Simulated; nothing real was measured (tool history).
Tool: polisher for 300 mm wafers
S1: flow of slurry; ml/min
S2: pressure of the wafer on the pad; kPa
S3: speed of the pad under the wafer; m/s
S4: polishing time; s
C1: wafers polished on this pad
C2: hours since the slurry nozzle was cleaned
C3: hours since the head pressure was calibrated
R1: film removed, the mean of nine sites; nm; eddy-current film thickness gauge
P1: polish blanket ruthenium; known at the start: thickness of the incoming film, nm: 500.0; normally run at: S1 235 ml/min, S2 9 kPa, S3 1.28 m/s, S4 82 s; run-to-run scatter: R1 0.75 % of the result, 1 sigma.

run,hour,S1,S2,S3,S4,C1,C2,C3,R1
1,6.9,235,9,1.28,82,177,498.6,117.7,64.881
2,15.6,235,9,0.62,82,237,507.3,126.4,31.212
3,26.8,235,9,1.28,82,314,518.5,137.6,65.178
4,34.6,310,9,1.28,82,368,526.3,145.4,66.28
5,40.6,235,9,1.28,82,409,532.3,151.4,65.23
6,47.8,235,9,1.28,82,459,539.5,158.6,64.453
7,56.3,310,9,1.82,82,517,548,167.1,94.312
# hour 58.5: head pressure recalibrated
8,62.2,235,13.8,1.28,82,558,553.9,3.8,100.95
9,75.8,235,9,1.28,127,651,567.5,17.4,101.24
10,84,235,9,1.28,61,708,575.7,25.6,48.296
11,92.9,140,9,1.28,82,769,584.6,34.5,59.447
# hour 100: slurry nozzle cleaned
12,105.3,235,9,1.28,82,854,5.3,46.9,64.554
13,118.3,235,4.1,1.28,82,944,18.3,59.9,30.064
14,131.3,235,9,0.58,42,1033,31.3,72.9,14.904
15,141.3,235,12.4,1.72,82,1102,41.3,82.9,121.09
16,152.9,235,9,2.02,82,1182,52.9,94.5,103.81

The next listed run, before its measurement:
17,161.1,235,9,1.28,82,1238,61.1,102.7,?

R1: 64.319 nm
